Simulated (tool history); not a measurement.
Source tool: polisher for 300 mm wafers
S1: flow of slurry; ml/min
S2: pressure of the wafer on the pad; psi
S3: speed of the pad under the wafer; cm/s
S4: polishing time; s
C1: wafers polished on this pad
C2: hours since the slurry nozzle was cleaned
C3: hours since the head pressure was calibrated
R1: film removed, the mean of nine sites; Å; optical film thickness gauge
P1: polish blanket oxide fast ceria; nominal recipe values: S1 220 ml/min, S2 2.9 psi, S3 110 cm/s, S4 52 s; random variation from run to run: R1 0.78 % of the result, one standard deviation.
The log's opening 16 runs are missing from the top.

run	hour	S1	S2	S3	S4	C1	C2	C3	R1
17	137.4	220	1.4	66	52	1844	320.5	575.5	2720.3
18	149.2	220	2.9	110	52	1963	332.3	587.3	9397.9
19	160.3	220	2.9	110	52	2075	343.4	598.4	9479.7
20	169.3	220	2.9	110	52	2165	352.4	607.4	9264.8
21	174.9	220	2.9	110	52	2222	358	613	9130.1
22	183.3	220	2.9	110	52	2306	366.4	621.4	9124.3
23	190.2	220	2.9	110	52	2375	373.3	628.3	9054.3
24	197.6	220	2.9	110	52	2450	380.7	635.7	9039.2
25	203.2	220	2.9	110	52	2506	386.3	641.3	8832.2

Run 26, settings as shown, results not yet in. Your forecast:
# hour 213.3: head pressure recalibrated
26	213.9	220	2.9	110	52	2614	397	0.7	?

Logged for run 26: R1 8930.4 Å.

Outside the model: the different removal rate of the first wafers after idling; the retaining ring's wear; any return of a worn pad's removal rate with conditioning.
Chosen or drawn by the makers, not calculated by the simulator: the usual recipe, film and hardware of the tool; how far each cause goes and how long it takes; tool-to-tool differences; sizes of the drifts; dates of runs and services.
